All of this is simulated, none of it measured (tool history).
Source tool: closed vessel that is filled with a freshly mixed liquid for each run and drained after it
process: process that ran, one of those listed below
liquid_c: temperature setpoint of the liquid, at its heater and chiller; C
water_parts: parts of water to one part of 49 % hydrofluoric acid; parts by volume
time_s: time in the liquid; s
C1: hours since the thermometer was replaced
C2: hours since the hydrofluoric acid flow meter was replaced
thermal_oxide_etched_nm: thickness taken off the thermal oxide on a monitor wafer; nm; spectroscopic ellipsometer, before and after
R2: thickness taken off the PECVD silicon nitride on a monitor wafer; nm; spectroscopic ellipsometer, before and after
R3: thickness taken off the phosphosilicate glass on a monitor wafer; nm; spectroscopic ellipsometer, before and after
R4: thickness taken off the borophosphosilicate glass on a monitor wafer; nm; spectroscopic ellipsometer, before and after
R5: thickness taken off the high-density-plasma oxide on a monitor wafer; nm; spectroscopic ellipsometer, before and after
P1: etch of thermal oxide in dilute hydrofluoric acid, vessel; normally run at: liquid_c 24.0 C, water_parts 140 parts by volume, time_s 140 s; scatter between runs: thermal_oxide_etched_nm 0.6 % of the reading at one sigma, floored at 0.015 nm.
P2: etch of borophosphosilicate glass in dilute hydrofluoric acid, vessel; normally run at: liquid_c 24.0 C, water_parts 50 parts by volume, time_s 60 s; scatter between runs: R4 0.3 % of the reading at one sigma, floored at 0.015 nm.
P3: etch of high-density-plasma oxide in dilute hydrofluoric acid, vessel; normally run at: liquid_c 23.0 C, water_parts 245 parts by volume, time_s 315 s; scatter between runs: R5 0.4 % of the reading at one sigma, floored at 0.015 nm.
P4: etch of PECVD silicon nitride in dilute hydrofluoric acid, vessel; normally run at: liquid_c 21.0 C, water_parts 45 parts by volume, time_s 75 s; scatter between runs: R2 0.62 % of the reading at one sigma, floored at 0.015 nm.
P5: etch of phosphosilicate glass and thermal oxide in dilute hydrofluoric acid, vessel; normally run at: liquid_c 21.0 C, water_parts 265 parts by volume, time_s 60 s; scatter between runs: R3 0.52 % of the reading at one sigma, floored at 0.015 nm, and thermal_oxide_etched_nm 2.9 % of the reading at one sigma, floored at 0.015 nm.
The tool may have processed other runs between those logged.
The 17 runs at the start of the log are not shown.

run 18 hour=123.1 | process=P3 liquid_c=23.0 water_parts=245 time_s=30 | C1=652.6 C2=26.6 | R5=0.71094
run 19 hour=131.2 | process=P1 liquid_c=20.0 water_parts=140 time_s=140 | C1=660.7 C2=34.7 | thermal_oxide_etched_nm=3.95480
run 20 hour=138.9 | process=P3 liquid_c=23.0 water_parts=245 time_s=315 | C1=668.4 C2=42.4 | R5=7.88590
run 21 hour=142.9 | process=P5 liquid_c=21.0 water_parts=265 time_s=30 | C1=672.4 C2=46.4 | thermal_oxide_etched_nm=0.35340 R3=4.8950
run 22 hour=148.7 | process=P5 liquid_c=17.0 water_parts=265 time_s=60 | C1=678.2 C2=52.2 | thermal_oxide_etched_nm=0.71925 R3=8.3837
run 23 hour=157.4 | process=P1 liquid_c=28.5 water_parts=140 time_s=140 | C1=686.9 C2=60.9 | thermal_oxide_etched_nm=5.46550
run 24 hour=164.0 | process=P1 liquid_c=24.0 water_parts=70 time_s=140 | C1=693.5 C2=67.5 | thermal_oxide_etched_nm=10.12000
run 25 hour=172.6 | process=P1 liquid_c=24.0 water_parts=140 time_s=140 | C1=702.1 C2=76.1 | thermal_oxide_etched_nm=4.65220
run 26 hour=176.9 | process=P1 liquid_c=24.0 water_parts=140 time_s=245 | C1=706.4 C2=80.4 | thermal_oxide_etched_nm=8.06610
run 27 hour=181.7 | process=P3 liquid_c=31.5 water_parts=245 time_s=315 | C1=711.2 C2=85.2 | R5=10.56300
run 28 hour=189.6 | process=P1 liquid_c=24.0 water_parts=140 time_s=140 | C1=719.1 C2=93.1 | thermal_oxide_etched_nm=4.62040
run 29 hour=197.9 | process=P5 liquid_c=21.0 water_parts=395 time_s=60 | C1=727.4 C2=101.4 | thermal_oxide_etched_nm=0.43874 R3=5.7883
run 30 hour=202.0 | process=P2 liquid_c=32.0 water_parts=50 time_s=60 | C1=731.5 C2=105.5 | R4=74.860
run 31 hour=208.1 | process=P1 liquid_c=24.0 water_parts=140 time_s=140 | C1=737.6 C2=111.6 | thermal_oxide_etched_nm=4.58480
run 32 hour=217.0 | process=P1 liquid_c=24.0 water_parts=140 time_s=140 | C1=746.5 C2=120.5 | thermal_oxide_etched_nm=4.77390
run 33 hour=224.4 | process=P1 liquid_c=24.0 water_parts=140 time_s=140 | C1=753.9 C2=127.9 | thermal_oxide_etched_nm=4.80140
run 34 hour=230.3 | process=P1 liquid_c=24.0 water_parts=140 time_s=140 | C1=759.8 C2=133.8 | thermal_oxide_etched_nm=4.82940
run 35 hour=239.3 | process=P1 liquid_c=24.0 water_parts=140 time_s=140 | C1=768.8 C2=142.8 | thermal_oxide_etched_nm=4.88790

Run 36, settings as shown, results not yet in. Your forecast:
run 36 hour=245.8 | process=P1 liquid_c=24.0 water_parts=140 time_s=140 | C1=775.3 C2=149.3 | thermal_oxide_etched_nm=?

thermal_oxide_etched_nm: 4.89940 nm
